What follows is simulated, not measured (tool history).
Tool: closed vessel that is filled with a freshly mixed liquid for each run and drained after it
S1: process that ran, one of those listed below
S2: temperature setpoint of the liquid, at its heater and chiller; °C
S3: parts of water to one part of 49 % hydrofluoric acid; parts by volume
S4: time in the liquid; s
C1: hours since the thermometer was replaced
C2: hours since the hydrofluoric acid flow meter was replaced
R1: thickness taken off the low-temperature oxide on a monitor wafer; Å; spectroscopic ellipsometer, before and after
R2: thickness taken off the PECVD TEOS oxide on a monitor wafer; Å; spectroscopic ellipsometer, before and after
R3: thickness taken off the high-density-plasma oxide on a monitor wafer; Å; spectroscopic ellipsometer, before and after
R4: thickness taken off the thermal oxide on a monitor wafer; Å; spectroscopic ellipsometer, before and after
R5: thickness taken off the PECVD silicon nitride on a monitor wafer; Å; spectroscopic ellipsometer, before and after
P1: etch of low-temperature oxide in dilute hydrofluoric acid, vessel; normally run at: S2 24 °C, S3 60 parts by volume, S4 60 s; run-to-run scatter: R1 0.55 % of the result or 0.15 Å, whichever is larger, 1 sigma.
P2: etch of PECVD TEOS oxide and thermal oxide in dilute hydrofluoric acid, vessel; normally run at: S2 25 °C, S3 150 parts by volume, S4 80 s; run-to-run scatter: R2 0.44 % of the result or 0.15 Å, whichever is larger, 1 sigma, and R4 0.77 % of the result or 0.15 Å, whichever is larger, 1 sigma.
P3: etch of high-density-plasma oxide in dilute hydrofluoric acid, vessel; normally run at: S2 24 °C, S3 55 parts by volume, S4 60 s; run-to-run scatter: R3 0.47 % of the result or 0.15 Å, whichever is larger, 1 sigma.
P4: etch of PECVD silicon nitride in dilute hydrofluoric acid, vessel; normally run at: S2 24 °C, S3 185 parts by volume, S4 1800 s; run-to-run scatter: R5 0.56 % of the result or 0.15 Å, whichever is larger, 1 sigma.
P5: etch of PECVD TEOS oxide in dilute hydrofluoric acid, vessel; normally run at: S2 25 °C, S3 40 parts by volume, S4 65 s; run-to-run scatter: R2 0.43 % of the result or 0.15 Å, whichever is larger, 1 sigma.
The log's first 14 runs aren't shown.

run	hour	S1	S2	S3	S4	C1	C2	R1	R2	R3	R4	R5
15	91.8	P3	31	55	60	555.2	394.9			86.454		
16	96.6	P1	24	60	60	560	399.7	258.62				
17	104.4	P1	24	60	60	567.8	407.5	261				
18	108.1	P1	24	60	100	571.5	411.2	429.33				
19	112.8	P1	30	60	60	576.2	415.9	329.06				
20	117.8	P2	25	65	80	581.2	420.9		310.82		66.327	
21	121.8	P4	24	185	1800	585.2	424.9					166.42
22	126.8	P1	24	20	60	590.2	429.9	828.1				
23	131	P2	32.5	150	80	594.4	434.1		159.72		33.657	
24	138.7	P1	24	95	60	602.1	441.8	155.55				
25	144.4	P2	25	150	30	607.8	447.5		45.391		9.5379	
26	151.3	P3	24	20	60	614.7	454.4			186.7		
27	156.6	P2	25	150	80	620	459.7		122.07		25.699	
28	164.6	P1	24	60	60	628	467.7	258.58				
29	169.9	P4	24	185	1800	633.3	473					166.9
30	177.6	P3	24	55	60	641	480.7			64.954		
31	181.2	P1	19.5	105	60	644.6	484.3	116.14				
32	187.7	P1	24	60	60	651.1	490.8	257.87				
33	194.8	P1	24	60	60	658.2	497.9	251.08				
34	202.8	P1	24	60	60	666.2	505.9	242.39				
35	208.7	P1	24	60	60	672.1	511.8	240.13				

Run 36 comes next. What will it give?
36	215.6	P1	24	60	60	679	518.7	?				

R1: 238.18 Å
